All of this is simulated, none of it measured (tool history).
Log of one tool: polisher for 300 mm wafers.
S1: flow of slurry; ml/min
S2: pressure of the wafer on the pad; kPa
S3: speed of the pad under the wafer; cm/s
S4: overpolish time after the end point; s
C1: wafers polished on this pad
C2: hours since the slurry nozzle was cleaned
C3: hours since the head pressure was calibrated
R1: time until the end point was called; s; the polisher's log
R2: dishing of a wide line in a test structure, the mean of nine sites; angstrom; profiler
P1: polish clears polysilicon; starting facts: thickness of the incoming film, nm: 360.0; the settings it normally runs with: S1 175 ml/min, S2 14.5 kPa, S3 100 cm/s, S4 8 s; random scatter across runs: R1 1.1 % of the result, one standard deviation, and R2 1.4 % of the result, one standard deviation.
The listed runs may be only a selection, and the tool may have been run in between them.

run 1 day=0.358 | S1=175 S2=14.5 S3=100 S4=8 | C1=444 C2=148.9 C3=453.7 | R1=38.575 R2=408.39
run 2 day=1.050 | S1=175 S2=14.5 S3=50 S4=8 | C1=635 C2=165.5 C3=470.3 | R1=78.201 R2=264.35
run 3 day=1.654 | S1=175 S2=14.5 S3=150 S4=8 | C1=802 C2=180.0 C3=484.8 | R1=25.848 R2=485.16
run 4 day=2.217 | S1=175 S2=14.5 S3=100 S4=8 | C1=957 C2=193.5 C3=498.3 | R1=38.866 R2=411.72
run 5 day=2.662 | S1=175 S2=14.5 S3=100 S4=8 | C1=1081 C2=204.2 C3=509.0 | R1=39.115 R2=422.41
run 6 day=3.083 | S1=270 S2=14.5 S3=100 S4=8 | C1=1197 C2=214.3 C3=519.1 | R1=36.882 R2=420.28
run 7 day=3.838 | S1=175 S2=14.5 S3=100 S4=8 | C1=1405 C2=232.4 C3=537.2 | R1=39.174 R2=405.30
run 8 day=4.171 | S1=175 S2=8.3 S3=100 S4=8 | C1=1497 C2=240.4 C3=545.2 | R1=67.712 R2=298.19
run 9 day=4.783 | S1=175 S2=14.5 S3=100 S4=16 | C1=1666 C2=255.1 C3=559.9 | R1=39.439 R2=543.41
run 10 day=5.325 | S1=175 S2=14.5 S3=100 S4=8 | C1=1816 C2=268.1 C3=572.9 | R1=39.219 R2=411.92
run 11 day=5.838 | S1=105 S2=14.5 S3=100 S4=8 | C1=1957 C2=280.4 C3=585.2 | R1=43.127 R2=387.62
run 12 day=6.546 | S1=175 S2=14.5 S3=100 S4=8 | C1=2153 C2=297.4 C3=602.2 | R1=38.901 R2=403.85
run 13 day=7.267 | S1=175 S2=14.5 S3=100 S4=8 | C1=2352 C2=314.7 C3=619.5 | R1=38.910 R2=404.86
-- day=7.858 slurry nozzle cleaned
run 14 day=7.921 | S1=175 S2=14.5 S3=100 S4=4 | C1=2532 C2=1.6 C3=635.2 | R1=39.531 R2=260.21
run 15 day=8.321 | S1=175 S2=22.1 S3=100 S4=8 | C1=2643 C2=11.2 C3=644.8 | R1=25.856 R2=477.73
run 16 day=8.675 | S1=175 S2=18.6 S3=100 S4=11 | C1=2741 C2=19.7 C3=653.3 | R1=30.301 R2=529.73
run 17 day=9.029 | S1=175 S2=14.5 S3=100 S4=8 | C1=2838 C2=28.2 C3=661.8 | R1=38.768 R2=408.59
run 18 day=9.662 | S1=175 S2=14.5 S3=100 S4=8 | C1=3013 C2=43.4 C3=677.0 | R1=41.099 R2=403.47
run 19 day=10.379 | S1=175 S2=14.5 S3=100 S4=8 | C1=3211 C2=60.6 C3=694.2 | R1=41.727 R2=394.98
-- day=10.829 head pressure recalibrated
run 20 day=11.088 | S1=175 S2=14.5 S3=100 S4=8 | C1=3407 C2=77.6 C3=6.2 | R1=42.664 R2=398.62
run 21 day=11.438 | S1=175 S2=14.5 S3=100 S4=8 | C1=3503 C2=86.0 C3=14.6 | R1=42.553 R2=378.49
run 22 day=12.133 | S1=175 S2=14.5 S3=100 S4=8 | C1=3696 C2=102.7 C3=31.3 | R1=41.507 R2=388.68
run 23 day=12.650 | S1=175 S2=14.5 S3=100 S4=8 | C1=3838 C2=115.1 C3=43.7 | R1=42.643 R2=394.43
run 24 day=13.179 | S1=175 S2=14.5 S3=100 S4=8 | C1=3984 C2=127.8 C3=56.4 | R1=42.475 R2=394.91

P1 no longer gives what it gave before; its output has crept away from where it was. The following 2 causes, each at its listed size, fit the log equally well:
A: slurry flow missing at the pad, % = 36.1
B: removal rate lost through wear of the pad, % = 8.04
Onset of the creep was near day 9.029.
The rest of the possible causes, and what rules out each one:
head's pressure below its setpoint, %: serviced at day 10.829, after the change had begun; the process did not return to its earlier output

Consider the 4 check runs below, whose results appear as question marks and each of which averages 5 wafers. Which one distinguishes the causes, in that each cause would give it a clearly different result?
run check 1 day=13.708 | S1=175 S2=8.3 S3=100 S4=15 | R1=? R2=?
run check 2 day=13.708 | S1=110 S2=14.5 S3=100 S4=8 | R1=? R2=?
run check 3 day=13.708 | S1=175 S2=21.4 S3=126 S4=8 | R1=? R2=?
run check 4 day=13.708 | S1=175 S2=14.5 S3=72 S4=16 | R1=? R2=?

What each check would give under each cause:
check=check_1 result=R1 if_A=74.197 if_B=74.198
check=check_1 result=R2 if_A=406.53 if_B=406.53
check=check_2 result=R1 if_A=48.306 if_B=46.280
check=check_2 result=R2 if_A=363.62 if_B=372.87
check=check_3 result=R1 if_A=22.795 if_B=22.795
check=check_3 result=R2 if_A=511.29 if_B=511.29
check=check_4 result=R1 if_A=58.887 if_B=58.887
check=check_4 result=R2 if_A=466.74 if_B=466.74
Smallest distance between any two causes, each pair judged by its most separating result, in per cent: check 1 0 %; check 2 4.29 %; check 3 0 %; check 4 0 %
Only check 2 tells the causes apart: in the others they would give nearly the same result.

With check 2 done, the readings were: R1 46.250 s; R2 372.39 angstrom. Identify which of the listed causes applies.

The cause is B: removal rate lost through wear of the pad, %.
